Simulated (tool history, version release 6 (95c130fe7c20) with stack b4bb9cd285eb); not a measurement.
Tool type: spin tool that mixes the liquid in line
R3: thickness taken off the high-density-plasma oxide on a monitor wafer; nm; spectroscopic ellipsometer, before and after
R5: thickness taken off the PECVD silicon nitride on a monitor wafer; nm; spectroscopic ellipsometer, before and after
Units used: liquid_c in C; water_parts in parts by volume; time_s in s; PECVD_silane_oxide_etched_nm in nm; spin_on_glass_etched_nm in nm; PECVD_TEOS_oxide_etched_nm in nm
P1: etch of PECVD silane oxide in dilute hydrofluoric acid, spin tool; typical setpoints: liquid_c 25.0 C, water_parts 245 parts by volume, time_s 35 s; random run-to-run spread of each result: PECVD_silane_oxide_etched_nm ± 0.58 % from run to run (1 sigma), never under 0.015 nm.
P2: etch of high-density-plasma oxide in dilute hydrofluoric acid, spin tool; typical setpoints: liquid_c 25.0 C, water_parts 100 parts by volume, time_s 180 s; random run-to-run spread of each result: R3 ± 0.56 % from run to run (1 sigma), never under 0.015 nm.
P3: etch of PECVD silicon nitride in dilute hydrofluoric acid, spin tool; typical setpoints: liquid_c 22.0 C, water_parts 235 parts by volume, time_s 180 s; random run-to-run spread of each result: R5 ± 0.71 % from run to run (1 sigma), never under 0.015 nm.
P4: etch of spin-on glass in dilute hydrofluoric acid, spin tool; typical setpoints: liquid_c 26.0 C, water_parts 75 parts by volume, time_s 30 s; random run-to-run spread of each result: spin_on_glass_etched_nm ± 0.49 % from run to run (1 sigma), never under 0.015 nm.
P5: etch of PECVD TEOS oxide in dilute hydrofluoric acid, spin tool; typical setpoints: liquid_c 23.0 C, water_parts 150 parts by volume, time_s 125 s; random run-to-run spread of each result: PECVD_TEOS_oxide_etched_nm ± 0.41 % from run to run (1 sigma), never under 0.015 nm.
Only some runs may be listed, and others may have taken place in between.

Run 1, day 0.421: process P1, liquid_c 25.0 C, water_parts 245 parts by volume, time_s 35 s. Result: PECVD_silane_oxide_etched_nm 6.2406 nm.
Run 2, day 0.733: process P4, liquid_c 26.0 C, water_parts 75 parts by volume, time_s 30 s. Result: spin_on_glass_etched_nm 19.372 nm.
Run 3, day 1.221: process P2, liquid_c 25.0 C, water_parts 50 parts by volume, time_s 180 s. Result: R3 20.5240 nm.
Run 4, day 1.871: process P4, liquid_c 33.0 C, water_parts 75 parts by volume, time_s 30 s. Result: spin_on_glass_etched_nm 25.602 nm.
Run 5, day 2.304: process P5, liquid_c 28.0 C, water_parts 150 parts by volume, time_s 125 s. Result: PECVD_TEOS_oxide_etched_nm 7.6199 nm.
Run 6, day 2.888: process P1, liquid_c 25.0 C, water_parts 245 parts by volume, time_s 15 s. Result: PECVD_silane_oxide_etched_nm 2.6844 nm.
Run 7, day 3.383: process P5, liquid_c 23.0 C, water_parts 150 parts by volume, time_s 45 s. Result: PECVD_TEOS_oxide_etched_nm 2.2646 nm.
Run 8, day 3.842: process P5, liquid_c 23.0 C, water_parts 150 parts by volume, time_s 125 s. Result: PECVD_TEOS_oxide_etched_nm 6.3124 nm.
Run 9, day 4.367: process P1, liquid_c 19.5 C, water_parts 245 parts by volume, time_s 35 s. Result: PECVD_silane_oxide_etched_nm 5.0713 nm.
Run 10, day 4.871: process P1, liquid_c 25.0 C, water_parts 245 parts by volume, time_s 35 s. Result: PECVD_silane_oxide_etched_nm 6.2433 nm.
Run 11, day 5.321: process P4, liquid_c 26.0 C, water_parts 75 parts by volume, time_s 30 s. Result: spin_on_glass_etched_nm 19.417 nm.
Run 12, day 5.921: process P4, liquid_c 26.0 C, water_parts 135 parts by volume, time_s 30 s. Result: spin_on_glass_etched_nm 10.081 nm.
Run 13, day 6.362: process P1, liquid_c 25.0 C, water_parts 245 parts by volume, time_s 35 s. Result: PECVD_silane_oxide_etched_nm 6.2806 nm.
Run 14, day 6.675: process P5, liquid_c 23.0 C, water_parts 245 parts by volume, time_s 125 s. Result: PECVD_TEOS_oxide_etched_nm 3.5219 nm.
Run 15, day 7.317: process P2, liquid_c 25.0 C, water_parts 100 parts by volume, time_s 340 s. Result: R3 18.3640 nm.
Run 16, day 7.888: process P1, liquid_c 25.0 C, water_parts 245 parts by volume, time_s 35 s. Result: PECVD_silane_oxide_etched_nm 6.2653 nm.
Run 17, day 8.192: process P3, liquid_c 17.0 C, water_parts 235 parts by volume, time_s 180 s. Result: R5 2.12110 nm.
Run 18, day 8.604: process P1, liquid_c 30.0 C, water_parts 360 parts by volume, time_s 35 s. Result: PECVD_silane_oxide_etched_nm 4.4304 nm.
Run 19, day 8.996: process P1, liquid_c 25.0 C, water_parts 420 parts by volume, time_s 35 s. Result: PECVD_silane_oxide_etched_nm 3.0777 nm.
Run 20, day 9.429: process P1, liquid_c 25.0 C, water_parts 245 parts by volume, time_s 60 s. Result: PECVD_silane_oxide_etched_nm 10.6900 nm.
Run 21, day 9.850: process P1, liquid_c 25.0 C, water_parts 245 parts by volume, time_s 35 s. Result: PECVD_silane_oxide_etched_nm 6.3010 nm.
Run 22, day 10.150: process P4, liquid_c 26.0 C, water_parts 75 parts by volume, time_s 45 s. Result: spin_on_glass_etched_nm 29.269 nm.
Run 23, day 10.475: process P3, liquid_c 22.0 C, water_parts 365 parts by volume, time_s 180 s. Result: R5 1.92630 nm.
Run 24, day 11.033: process P5, liquid_c 23.0 C, water_parts 150 parts by volume, time_s 125 s. Result: PECVD_TEOS_oxide_etched_nm 6.3524 nm.
Run 25, day 11.667: process P1, liquid_c 25.0 C, water_parts 245 parts by volume, time_s 35 s. Result: PECVD_silane_oxide_etched_nm 6.2331 nm.
Run 26, day 12.133: process P2, liquid_c 31.5 C, water_parts 100 parts by volume, time_s 180 s. Result: R3 12.4280 nm.
Run 27, day 12.725: process P1, liquid_c 29.0 C, water_parts 245 parts by volume, time_s 35 s. Result: PECVD_silane_oxide_etched_nm 7.1533 nm.
Run 28, day 13.279: process P1, liquid_c 25.0 C, water_parts 55 parts by volume, time_s 35 s. Result: PECVD_silane_oxide_etched_nm 34.4800 nm.
Run 29, day 13.762: process P3, liquid_c 22.0 C, water_parts 235 parts by volume, time_s 180 s. Result: R5 2.98240 nm.
Run 30, day 14.267: process P2, liquid_c 25.0 C, water_parts 100 parts by volume, time_s 180 s. Result: R3 9.6199 nm.
Run 31, day 14.771: process P3, liquid_c 22.0 C, water_parts 235 parts by volume, time_s 25 s. Result: R5 0.40986 nm.
Run 32, day 15.162: process P3, liquid_c 22.0 C, water_parts 235 parts by volume, time_s 180 s. Result: R5 2.99790 nm.
Run 33, day 15.788: process P1, liquid_c 25.0 C, water_parts 245 parts by volume, time_s 35 s. Result: PECVD_silane_oxide_etched_nm 6.1809 nm.
Run 34, day 16.321: process P2, liquid_c 25.0 C, water_parts 100 parts by volume, time_s 180 s. Result: R3 9.6525 nm.
Run 35, day 16.958: process P1, liquid_c 25.0 C, water_parts 245 parts by volume, time_s 35 s. Result: PECVD_silane_oxide_etched_nm 6.2521 nm.
Run 36, day 17.350: process P1, liquid_c 25.0 C, water_parts 245 parts by volume, time_s 35 s. Result: PECVD_silane_oxide_etched_nm 6.3906 nm.
Run 37, day 17.825: process P1, liquid_c 25.0 C, water_parts 245 parts by volume, time_s 35 s. Result: PECVD_silane_oxide_etched_nm 6.5901 nm.
Run 38, day 18.375: process P1, liquid_c 25.0 C, water_parts 245 parts by volume, time_s 35 s. Result: PECVD_silane_oxide_etched_nm 6.6181 nm.
Run 39, day 18.729: process P1, liquid_c 25.0 C, water_parts 245 parts by volume, time_s 35 s. Result: PECVD_silane_oxide_etched_nm 6.6540 nm.
Run 40, day 19.233: process P1, liquid_c 25.0 C, water_parts 245 parts by volume, time_s 35 s. Result: PECVD_silane_oxide_etched_nm 6.7003 nm.
Run 41, day 19.675: process P1, liquid_c 25.0 C, water_parts 245 parts by volume, time_s 35 s. Result: PECVD_silane_oxide_etched_nm 6.7945 nm.
Run 42, day 20.008: process P1, liquid_c 25.0 C, water_parts 245 parts by volume, time_s 35 s. Result: PECVD_silane_oxide_etched_nm 6.7954 nm.
Run 43, day 20.350: process P1, liquid_c 25.0 C, water_parts 245 parts by volume, time_s 35 s. Result: PECVD_silane_oxide_etched_nm 6.7929 nm.
Run 44, day 20.938: process P1, liquid_c 25.0 C, water_parts 245 parts by volume, time_s 35 s. Result: PECVD_silane_oxide_etched_nm 6.7604 nm.

Something has made what P1 gives creep away from where it was; the 2 causes below, each at its own stated size, fit the log equally well:
A: hydrofluoric acid flow above the setpoint (%) = 6.55
B: liquid hotter than its thermometer reads (K) = 2.27
Creep in the process output first set in at about day 16.958.

Consider the 4 single-wafer check runs listed below, results given as question marks: which one distinguishes between the causes by giving clearly different results for each?
Run check 1, day 21.525: process P4, liquid_c 32.5 C, water_parts 135 parts by volume, time_s 30 s. Result: spin_on_glass_etched_nm ?.
Run check 2, day 21.525: process P3, liquid_c 22.0 C, water_parts 235 parts by volume, time_s 115 s. Result: R5 ?.
Run check 3, day 21.525: process P2, liquid_c 30.0 C, water_parts 100 parts by volume, time_s 325 s. Result: R3 ?.
Run check 4, day 21.525: process P5, liquid_c 26.5 C, water_parts 150 parts by volume, time_s 125 s. Result: PECVD_TEOS_oxide_etched_nm ?.

Outcome of each check run for each possible cause:
  check                      result     if A     if B
check 1     spin_on_glass_etched_nm   13.712   13.772
check 2                          R5  2.01740  2.18690
check 3                          R3  22.7500  23.0250
check 4  PECVD_TEOS_oxide_etched_nm   7.7858   7.8558
Gap, in per cent, between the two causes that each check separates least, read from the result that separates them most: check 1 0.43 %; check 2 8.07 %; check 3 1.2 %; check 4 0.89 %
The causes can be told apart only by check 2. The other checks would give nearly the same results under each of them.

Check 2 was carried out, with these results: R5 2.04390 nm. Which of the listed causes is responsible?

Of the candidate causes, it is A: hydrofluoric acid flow above the setpoint (%).
